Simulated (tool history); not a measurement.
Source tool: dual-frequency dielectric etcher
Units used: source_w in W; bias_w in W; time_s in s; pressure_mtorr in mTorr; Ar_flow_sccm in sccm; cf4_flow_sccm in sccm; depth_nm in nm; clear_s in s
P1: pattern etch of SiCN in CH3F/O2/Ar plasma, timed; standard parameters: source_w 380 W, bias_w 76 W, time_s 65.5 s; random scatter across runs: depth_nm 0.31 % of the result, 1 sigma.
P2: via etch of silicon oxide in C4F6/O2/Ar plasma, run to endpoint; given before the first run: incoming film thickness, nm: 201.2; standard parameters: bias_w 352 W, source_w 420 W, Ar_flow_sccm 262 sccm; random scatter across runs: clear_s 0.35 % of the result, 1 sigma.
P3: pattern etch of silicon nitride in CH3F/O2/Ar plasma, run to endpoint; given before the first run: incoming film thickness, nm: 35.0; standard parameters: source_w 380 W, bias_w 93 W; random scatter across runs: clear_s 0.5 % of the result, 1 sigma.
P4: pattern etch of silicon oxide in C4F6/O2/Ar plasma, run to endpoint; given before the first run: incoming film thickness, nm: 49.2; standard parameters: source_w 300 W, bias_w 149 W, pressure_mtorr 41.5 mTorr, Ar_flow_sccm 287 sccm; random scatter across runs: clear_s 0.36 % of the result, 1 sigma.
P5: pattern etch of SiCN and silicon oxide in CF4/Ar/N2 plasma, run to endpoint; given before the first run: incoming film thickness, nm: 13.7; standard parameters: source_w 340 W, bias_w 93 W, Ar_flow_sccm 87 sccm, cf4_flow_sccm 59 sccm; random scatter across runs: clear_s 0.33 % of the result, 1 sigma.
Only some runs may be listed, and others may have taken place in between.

| run | hour | process | source_w | bias_w | time_s | pressure_mtorr | Ar_flow_sccm | cf4_flow_sccm | hours since the last wet clean | hours since the last source power generator calibration | hours since the last bias power generator calibration | depth_nm | clear_s |
|---|---|---|---|---|---|---|---|---|---|---|---|---|---|
| 1 | 12 | P1 | 380 | 76 | 65.5 |  |  |  | 300.6 | 1006.7 | 431.4 | 24.255 |  |
| 2 | 26.5 | P4 | 400 | 149 |  | 41.5 | 287 |  | 315.1 | 1021.2 | 445.9 |  | 17.425 |
| 3 | 37.8 | P5 | 340 | 123 |  |  | 87 | 59 | 326.4 | 1032.5 | 457.2 |  | 16.673 |
| 4 | 53.8 | P1 | 380 | 97 | 65.5 |  |  |  | 342.4 | 1048.5 | 473.2 | 26.588 |  |
| 5 | 63.8 | P5 | 340 | 93 |  |  | 87 | 37 | 352.4 | 1058.5 | 483.2 |  | 19.735 |
| 6 | 80.2 | P2 | 420 | 352 |  |  | 262 |  | 368.8 | 1074.9 | 499.6 |  | 47.651 |
| 7 | 95.1 | P4 | 300 | 203 |  | 41.5 | 287 |  | 383.7 | 1089.8 | 514.5 |  | 17.697 |
| 8 | 112.4 | P1 | 380 | 76 | 65.5 |  |  |  | 401 | 1107.1 | 531.8 | 24.135 |  |
| 9 | 125.2 | P1 | 380 | 76 | 38 |  |  |  | 413.8 | 1119.9 | 544.6 | 14.021 |  |
| 10 | 142.3 | P2 | 590 | 352 |  |  | 262 |  | 430.9 | 1137 | 561.7 |  | 42.138 |
| 11 | 158.8 | P5 | 460 | 93 |  |  | 87 | 59 | 447.4 | 1153.5 | 578.2 |  | 14.269 |
| 12 | 176.1 | P1 | 380 | 76 | 65.5 |  |  |  | 464.7 | 1170.8 | 595.5 | 24.206 |  |
| 13 | 191.2 | P1 | 290 | 76 | 49.5 |  |  |  | 479.8 | 1185.9 | 610.6 | 16.58 |  |
| 14 | 200.2 | P2 | 420 | 352 |  |  | 262 |  | 488.8 | 1194.9 | 619.6 |  | 47.827 |
| 15 | 208.7 | P3 | 380 | 93 |  |  |  |  | 497.3 | 1203.4 | 628.1 |  | 46.669 |
| 16 | 221.1 | P5 | 340 | 93 |  |  | 87 | 59 | 509.7 | 1215.8 | 640.5 |  | 18.426 |
| 17 | 233.7 | P2 | 420 | 426 |  |  | 262 |  | 522.3 | 1228.4 | 653.1 |  | 44.479 |
|  | 237.9 | source power generator calibrated |
| 18 | 244.9 | P1 | 220 | 76 | 65.5 |  |  |  | 533.5 | 7.1 | 664.3 | 19.704 |  |
| 19 | 253.1 | P3 | 380 | 56 |  |  |  |  | 541.7 | 15.3 | 672.5 |  | 55.412 |
| 20 | 267.2 | P2 | 420 | 352 |  |  | 160 |  | 555.8 | 29.4 | 686.6 |  | 45.002 |
| 21 | 282.4 | P1 | 380 | 61 | 65.5 |  |  |  | 571 | 44.6 | 701.8 | 22.456 |  |
| 22 | 296.2 | P1 | 380 | 76 | 65.5 |  |  |  | 584.8 | 58.4 | 715.6 | 24.157 |  |
| 23 | 310.7 | P1 | 380 | 47 | 38 |  |  |  | 599.3 | 72.9 | 730.1 | 11.972 |  |
| 24 | 322.4 | P4 | 300 | 149 |  | 41.5 | 287 |  | 611 | 84.6 | 741.8 |  | 19.488 |
|  | 323.8 | wet clean of the chamber |
| 25 | 332.7 | P3 | 380 | 93 |  |  |  |  | 8.9 | 94.9 | 752.1 |  | 46.494 |
| 26 | 343.3 | P5 | 340 | 93 |  |  | 113 | 59 | 19.5 | 105.5 | 762.7 |  | 19.22 |
| 27 | 355.3 | P3 | 500 | 93 |  |  |  |  | 31.5 | 117.5 | 774.7 |  | 41.696 |
| 28 | 367.4 | P1 | 520 | 99 | 65.5 |  |  |  | 43.6 | 129.6 | 786.8 | 29.988 |  |
| 29 | 382.5 | P4 | 300 | 149 |  | 29.5 | 287 |  | 58.7 | 144.7 | 801.9 |  | 18.852 |
| 30 | 393.3 | P1 | 380 | 76 | 65.5 |  |  |  | 69.5 | 155.5 | 812.7 | 24.318 |  |
| 31 | 405.8 | P1 | 380 | 76 | 65.5 |  |  |  | 82 | 168 | 825.2 | 24.189 |  |
| 32 | 415.6 | P1 | 510 | 76 | 65.5 |  |  |  | 91.8 | 177.8 | 835 | 26.915 |  |
| 33 | 432.5 | P4 | 300 | 149 |  | 41.5 | 374 |  | 108.7 | 194.7 | 851.9 |  | 19.996 |
| 34 | 443.8 | P1 | 380 | 76 | 79.5 |  |  |  | 120 | 206 | 863.2 | 29.443 |  |
| 35 | 453.6 | P1 | 380 | 76 | 65.5 |  |  |  | 129.8 | 215.8 | 873 | 24.236 |  |
| 36 | 468 | P1 | 380 | 76 | 65.5 |  |  |  | 144.2 | 230.2 | 887.4 | 23.969 |  |
| 37 | 480.1 | P1 | 380 | 76 | 65.5 |  |  |  | 156.3 | 242.3 | 899.5 | 23.857 |  |
| 38 | 497.1 | P1 | 380 | 76 | 65.5 |  |  |  | 173.3 | 259.3 | 916.5 | 23.77 |  |
|  | 503.5 | wet clean of the chamber |
| 39 | 505.1 | P1 | 380 | 76 | 65.5 |  |  |  | 1.7 | 267.3 | 924.5 | 23.749 |  |
| 40 | 518.7 | P1 | 380 | 76 | 65.5 |  |  |  | 15.3 | 280.9 | 938.1 | 23.903 |  |
| 41 | 528.3 | P1 | 380 | 76 | 65.5 |  |  |  | 24.9 | 290.5 | 947.7 | 23.75 |  |
| 42 | 539.1 | P1 | 380 | 76 | 65.5 |  |  |  | 35.7 | 301.3 | 958.5 | 23.903 |  |

Something has made what P1 gives creep away from where it was; the 2 causes below, each at its own stated size, fit the log equally well:
A: source power that arrives under what is set, % = 4.66
B: bias power that arrives under what is set, % = 4.87
The gradual shift began around hour 453.6.
Why every other cause is out:
chamber walls in a state that lowers the etch rate, %: maintenance at hour 503.5, after the shift began, did not return the process to its former output

The list below offers 4 check runs, each averaging the results of 2 wafers, and shows each result as a question mark. For which of them would the listed causes give clearly different results?
| check 1 | 549.9 | P5 | 440 | 93 |  |  | 87 | 45 |  |  |  |  | ? |
| check 2 | 549.9 | P2 | 420 | 423 |  |  | 178 |  |  |  |  |  | ? |
| check 3 | 549.9 | P4 | 300 | 149 |  | 30.5 | 287 |  |  |  |  |  | ? |
| check 4 | 549.9 | P3 | 380 | 70 |  |  |  |  |  |  |  |  | ? |

If the cause were each of the candidates in turn, the checks would give the following:
| check | result | if A | if B |
|---|---|---|---|
| check 1 | clear_s | 15.985 | 15.62 |
| check 2 | clear_s | 43.522 | 43.538 |
| check 3 | clear_s | 19.168 | 19.105 |
| check 4 | clear_s | 52.191 | 52.132 |
Smallest distance between any two causes, each pair judged by its most separating result, in per cent: check 1 2.31 %; check 2 0.04 %; check 3 0.33 %; check 4 0.11 %
Check 1 tells the causes apart: in the others they would give nearly the same result.

Running check 1 produced the following: clear_s 15.679 s. Which one of the listed causes fits?

B is the cause: bias power that arrives under what is set, %.
